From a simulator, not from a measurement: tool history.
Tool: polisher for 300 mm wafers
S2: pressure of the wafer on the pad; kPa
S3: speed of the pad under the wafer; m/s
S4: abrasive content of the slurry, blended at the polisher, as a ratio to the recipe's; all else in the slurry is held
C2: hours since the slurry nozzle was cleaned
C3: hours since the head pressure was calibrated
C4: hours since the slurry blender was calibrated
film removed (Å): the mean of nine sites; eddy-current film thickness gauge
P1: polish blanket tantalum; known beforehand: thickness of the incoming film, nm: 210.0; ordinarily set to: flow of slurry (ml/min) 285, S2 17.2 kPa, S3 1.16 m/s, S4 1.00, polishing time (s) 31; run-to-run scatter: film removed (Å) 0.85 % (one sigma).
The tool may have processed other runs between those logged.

Run 1, hour 7.2: flow of slurry (ml/min) 285, S2 17.2 kPa, S3 1.16 m/s, S4 1.00, polishing time (s) 31; wafers polished on this pad 564; C2 112.6; C3 397.5; C4 89.9. Result: film removed (Å) 812.16.
Run 2, hour 11.4: flow of slurry (ml/min) 445, S2 17.2 kPa, S3 1.16 m/s, S4 1.00, polishing time (s) 31; wafers polished on this pad 626; C2 116.8; C3 401.7; C4 94.1. Result: film removed (Å) 849.11.
At hour 15.9: slurry nozzle cleaned.
Run 3, hour 16.0: flow of slurry (ml/min) 285, S2 12.4 kPa, S3 0.64 m/s, S4 1.00, polishing time (s) 31; wafers polished on this pad 694; C2 0.2; C3 406.3; C4 98.7. Result: film removed (Å) 320.24.
Run 4, hour 21.8: flow of slurry (ml/min) 175, S2 17.2 kPa, S3 1.16 m/s, S4 1.00, polishing time (s) 31; wafers polished on this pad 779; C2 6.0; C3 412.1; C4 104.5. Result: film removed (Å) 765.83.
Run 5, hour 29.0: flow of slurry (ml/min) 285, S2 17.2 kPa, S3 1.16 m/s, S4 1.00, polishing time (s) 31; wafers polished on this pad 886; C2 13.2; C3 419.3; C4 111.7. Result: film removed (Å) 810.64.
Run 6, hour 34.6: flow of slurry (ml/min) 285, S2 17.2 kPa, S3 1.16 m/s, S4 1.45, polishing time (s) 38; wafers polished on this pad 968; C2 18.8; C3 424.9; C4 117.3. Result: film removed (Å) 1083.30.
Run 7, hour 40.7: flow of slurry (ml/min) 285, S2 17.2 kPa, S3 1.62 m/s, S4 1.00, polishing time (s) 31; wafers polished on this pad 1058; C2 24.9; C3 431.0; C4 123.4. Result: film removed (Å) 1123.50.
Run 8, hour 46.8: flow of slurry (ml/min) 285, S2 26.9 kPa, S3 1.16 m/s, S4 1.00, polishing time (s) 31; wafers polished on this pad 1148; C2 31.0; C3 437.1; C4 129.5. Result: film removed (Å) 1288.20.
Run 9, hour 51.3: flow of slurry (ml/min) 285, S2 8.3 kPa, S3 1.16 m/s, S4 1.00, polishing time (s) 31; wafers polished on this pad 1215; C2 35.5; C3 441.6; C4 134.0. Result: film removed (Å) 384.23.
Run 10, hour 56.2: flow of slurry (ml/min) 285, S2 17.2 kPa, S3 1.16 m/s, S4 1.40, polishing time (s) 31; wafers polished on this pad 1287; C2 40.4; C3 446.5; C4 138.9. Result: film removed (Å) 866.39.
Run 11, hour 60.4: flow of slurry (ml/min) 285, S2 17.2 kPa, S3 1.16 m/s, S4 1.00, polishing time (s) 40; wafers polished on this pad 1349; C2 44.6; C3 450.7; C4 143.1. Result: film removed (Å) 1052.10.
Run 12, hour 66.2: flow of slurry (ml/min) 420, S2 17.2 kPa, S3 1.16 m/s, S4 1.00, polishing time (s) 20; wafers polished on this pad 1435; C2 50.4; C3 456.5; C4 148.9. Result: film removed (Å) 539.12.
Run 13, hour 72.6: flow of slurry (ml/min) 285, S2 17.2 kPa, S3 1.16 m/s, S4 1.00, polishing time (s) 31; wafers polished on this pad 1529; C2 56.8; C3 462.9; C4 155.3. Result: film removed (Å) 805.73.
Run 14, hour 79.1: flow of slurry (ml/min) 285, S2 17.2 kPa, S3 1.16 m/s, S4 0.50, polishing time (s) 31; wafers polished on this pad 1625; C2 63.3; C3 469.4; C4 161.8. Result: film removed (Å) 625.90.

Expected results for the next run?
Run 15, hour 85.7: flow of slurry (ml/min) 285, S2 17.2 kPa, S3 1.16 m/s, S4 1.00, polishing time (s) 31; wafers polished on this pad 1723; C2 69.9; C3 476.0; C4 168.4. Result: film removed (Å) ?.

Run 15 gave film removed (Å) 810.83.
